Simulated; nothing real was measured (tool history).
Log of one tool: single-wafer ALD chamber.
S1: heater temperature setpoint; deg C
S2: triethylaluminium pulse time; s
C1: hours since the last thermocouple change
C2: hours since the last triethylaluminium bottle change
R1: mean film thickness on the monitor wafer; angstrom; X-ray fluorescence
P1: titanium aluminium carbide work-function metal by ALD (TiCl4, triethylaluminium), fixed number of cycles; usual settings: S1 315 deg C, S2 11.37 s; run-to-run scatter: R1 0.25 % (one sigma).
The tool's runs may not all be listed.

run,hour,S1,S2,C1,C2,R1
1,16.6,315,11.37,536.4,960.2,20.388
2,30.7,315,11.37,550.5,974.3,20.471
3,47.2,315,11.37,567,990.8,20.529
4,56.1,315,11.37,575.9,999.7,20.434
5,67.5,315,15.08,587.3,1011.1,20.748
# hour 68.3: triethylaluminium bottle replaced
6,77.7,315,11.37,597.5,9.5,20.449
# hour 85: thermocouple changed; heater temperature recalibrated
7,88.3,337,11.37,3.4,20.1,22.302
8,98,330,16.88,13.1,29.8,22.123
9,106.4,315,4.11,21.5,38.2,15.849
10,114.7,294,11.37,29.8,46.5,18.74
11,126.8,315,11.37,41.9,58.6,20.497
12,136.5,315,11.37,51.6,68.3,20.284
13,143.8,315,11.37,58.9,75.6,20.237
14,160.7,315,11.37,75.8,92.5,20.251

The next listed run, before its measurement:
15,177.5,315,11.37,92.6,109.3,?

Run 15 gave R1 20.205 angstrom.

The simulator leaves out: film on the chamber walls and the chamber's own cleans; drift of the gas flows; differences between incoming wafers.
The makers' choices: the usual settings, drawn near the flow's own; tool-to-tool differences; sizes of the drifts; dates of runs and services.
